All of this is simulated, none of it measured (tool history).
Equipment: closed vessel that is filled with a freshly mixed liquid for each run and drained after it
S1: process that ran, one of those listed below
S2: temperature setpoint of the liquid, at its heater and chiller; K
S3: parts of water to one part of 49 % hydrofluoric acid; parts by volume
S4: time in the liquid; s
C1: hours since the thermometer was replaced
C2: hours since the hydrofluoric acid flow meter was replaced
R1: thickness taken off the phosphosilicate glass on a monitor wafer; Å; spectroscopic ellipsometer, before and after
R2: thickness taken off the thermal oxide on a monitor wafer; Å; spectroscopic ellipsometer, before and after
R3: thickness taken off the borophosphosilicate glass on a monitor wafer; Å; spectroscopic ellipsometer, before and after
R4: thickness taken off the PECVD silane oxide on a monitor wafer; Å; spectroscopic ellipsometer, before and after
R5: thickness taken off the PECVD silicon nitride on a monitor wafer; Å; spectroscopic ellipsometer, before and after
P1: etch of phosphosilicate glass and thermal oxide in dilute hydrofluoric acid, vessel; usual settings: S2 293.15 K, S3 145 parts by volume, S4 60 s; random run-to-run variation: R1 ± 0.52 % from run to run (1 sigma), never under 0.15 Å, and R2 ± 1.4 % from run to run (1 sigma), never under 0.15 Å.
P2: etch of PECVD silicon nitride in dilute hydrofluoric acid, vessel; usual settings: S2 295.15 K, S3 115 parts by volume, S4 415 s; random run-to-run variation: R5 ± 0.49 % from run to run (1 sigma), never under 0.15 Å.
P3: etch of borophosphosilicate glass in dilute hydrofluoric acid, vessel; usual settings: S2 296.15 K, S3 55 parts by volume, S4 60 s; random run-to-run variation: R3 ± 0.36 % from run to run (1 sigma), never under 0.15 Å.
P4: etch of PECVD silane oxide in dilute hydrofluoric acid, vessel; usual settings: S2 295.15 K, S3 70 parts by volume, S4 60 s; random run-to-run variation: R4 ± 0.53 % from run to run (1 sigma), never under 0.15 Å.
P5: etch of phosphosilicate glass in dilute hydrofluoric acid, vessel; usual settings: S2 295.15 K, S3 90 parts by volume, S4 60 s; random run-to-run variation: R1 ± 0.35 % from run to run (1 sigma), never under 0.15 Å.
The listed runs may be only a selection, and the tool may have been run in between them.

| run | hour | S1 | S2 | S3 | S4 | C1 | C2 | R1 | R2 | R3 | R4 | R5 |
|---|---|---|---|---|---|---|---|---|---|---|---|---|
| 1 | 4.8 | P1 | 293.15 | 145 | 60 | 203.9 | 1121.0 | 585.31 | 16.5150 |  |  |  |
| 2 | 10.7 | P3 | 296.15 | 55 | 60 | 209.8 | 1126.9 |  |  | 542.82 |  |  |
| 3 | 20.1 | P5 | 290.15 | 90 | 60 | 219.2 | 1136.3 | 324.17 |  |  |  |  |
| 4 | 29.1 | P4 | 295.15 | 70 | 60 | 228.2 | 1145.3 |  |  |  | 188.72 |  |
| 5 | 36.9 | P1 | 293.15 | 260 | 60 | 236.0 | 1153.1 | 291.97 | 8.0367 |  |  |  |
| 6 | 42.7 | P1 | 299.65 | 145 | 60 | 241.8 | 1158.9 | 758.51 | 21.0690 |  |  |  |
| 7 | 50.1 | P5 | 295.15 | 90 | 30 | 249.2 | 1166.3 | 199.41 |  |  |  |  |
| 8 | 57.1 | P1 | 290.15 | 195 | 60 | 256.2 | 1173.3 | 372.27 | 10.1100 |  |  |  |
| 9 | 62.3 | P4 | 295.15 | 100 | 60 | 261.4 | 1178.5 |  |  |  | 127.27 |  |
| 10 | 68.3 | P1 | 293.15 | 145 | 60 | 267.4 | 1184.5 | 591.79 | 16.3170 |  |  |  |
| 11 | 76.5 | P2 | 295.15 | 55 | 415 | 275.6 | 1192.7 |  |  |  |  | 253.97 |
| 12 | 82.6 | P5 | 295.15 | 90 | 60 | 281.7 | 1198.8 | 397.13 |  |  |  |  |
| 13 | 87.4 | P1 | 293.15 | 145 | 60 | 286.5 | 1203.6 | 588.92 | 16.1330 |  |  |  |
| 14 | 93.5 | P2 | 295.15 | 115 | 415 | 292.6 | 1209.7 |  |  |  |  | 122.48 |
| 15 | 99.6 | P1 | 293.15 | 45 | 85 | 298.7 | 1215.8 | 2979.90 | 83.2310 |  |  |  |
| 16 | 108.7 | P1 | 293.15 | 145 | 60 | 307.8 | 1224.9 | 591.33 | 16.3650 |  |  |  |
| 17 | 119.6 | P2 | 295.15 | 115 | 415 | 318.7 | 1235.8 |  |  |  |  | 123.12 |
|  | 127.1 | thermometer replaced |
| 18 | 128.9 | P1 | 293.15 | 145 | 105 | 1.8 | 1245.1 | 1028.40 | 29.2350 |  |  |  |
| 19 | 133.7 | P3 | 290.15 | 55 | 60 | 6.6 | 1249.9 |  |  | 423.43 |  |  |
| 20 | 140.6 | P5 | 295.15 | 90 | 60 | 13.5 | 1256.8 | 396.93 |  |  |  |  |
| 21 | 148.3 | P3 | 296.15 | 55 | 95 | 21.2 | 1264.5 |  |  | 859.97 |  |  |
| 22 | 153.4 | P1 | 293.15 | 55 | 105 | 26.3 | 1269.6 | 2981.40 | 83.7960 |  |  |  |
| 23 | 160.7 | P1 | 290.15 | 145 | 60 | 33.6 | 1276.9 | 525.64 | 14.4600 |  |  |  |
| 24 | 169.7 | P3 | 296.15 | 75 | 60 | 42.6 | 1285.9 |  |  | 386.52 |  |  |
| 25 | 177.3 | P1 | 293.15 | 145 | 30 | 50.2 | 1293.5 | 293.53 | 7.8974 |  |  |  |
| 26 | 186.5 | P4 | 295.15 | 70 | 105 | 59.4 | 1302.7 |  |  |  | 332.17 |  |
| 27 | 191.8 | P4 | 295.15 | 70 | 60 | 64.7 | 1308.0 |  |  |  | 189.76 |  |
| 28 | 200.6 | P1 | 293.15 | 145 | 60 | 73.5 | 1316.8 | 594.46 | 16.6120 |  |  |  |
| 29 | 205.6 | P4 | 290.15 | 70 | 60 | 78.5 | 1321.8 |  |  |  | 154.39 |  |
| 30 | 212.8 | P1 | 293.15 | 145 | 60 | 85.7 | 1329.0 | 593.52 | 16.3830 |  |  |  |
| 31 | 218.5 | P2 | 295.15 | 115 | 160 | 91.4 | 1334.7 |  |  |  |  | 47.22 |
| 32 | 225.9 | P1 | 293.15 | 50 | 60 | 98.8 | 1342.1 | 1915.40 | 52.4420 |  |  |  |
| 33 | 237.0 | P5 | 295.15 | 50 | 60 | 109.9 | 1353.2 | 748.10 |  |  |  |  |
| 34 | 244.2 | P2 | 301.15 | 115 | 415 | 117.1 | 1360.4 |  |  |  |  | 179.92 |
| 35 | 254.8 | P1 | 293.15 | 145 | 60 | 127.7 | 1371.0 | 592.65 | 16.4700 |  |  |  |
| 36 | 264.4 | P1 | 293.15 | 145 | 60 | 137.3 | 1380.6 | 601.05 | 16.7620 |  |  |  |
| 37 | 274.7 | P1 | 293.15 | 145 | 60 | 147.6 | 1390.9 | 613.33 | 16.8350 |  |  |  |

For run 38, what comes out?
| 38 | 281.1 | P1 | 293.15 | 145 | 60 | 154.0 | 1397.3 | ? | ? |  |  |  |

{"run 38": {"R1": 618.06, "R2": 16.789}}
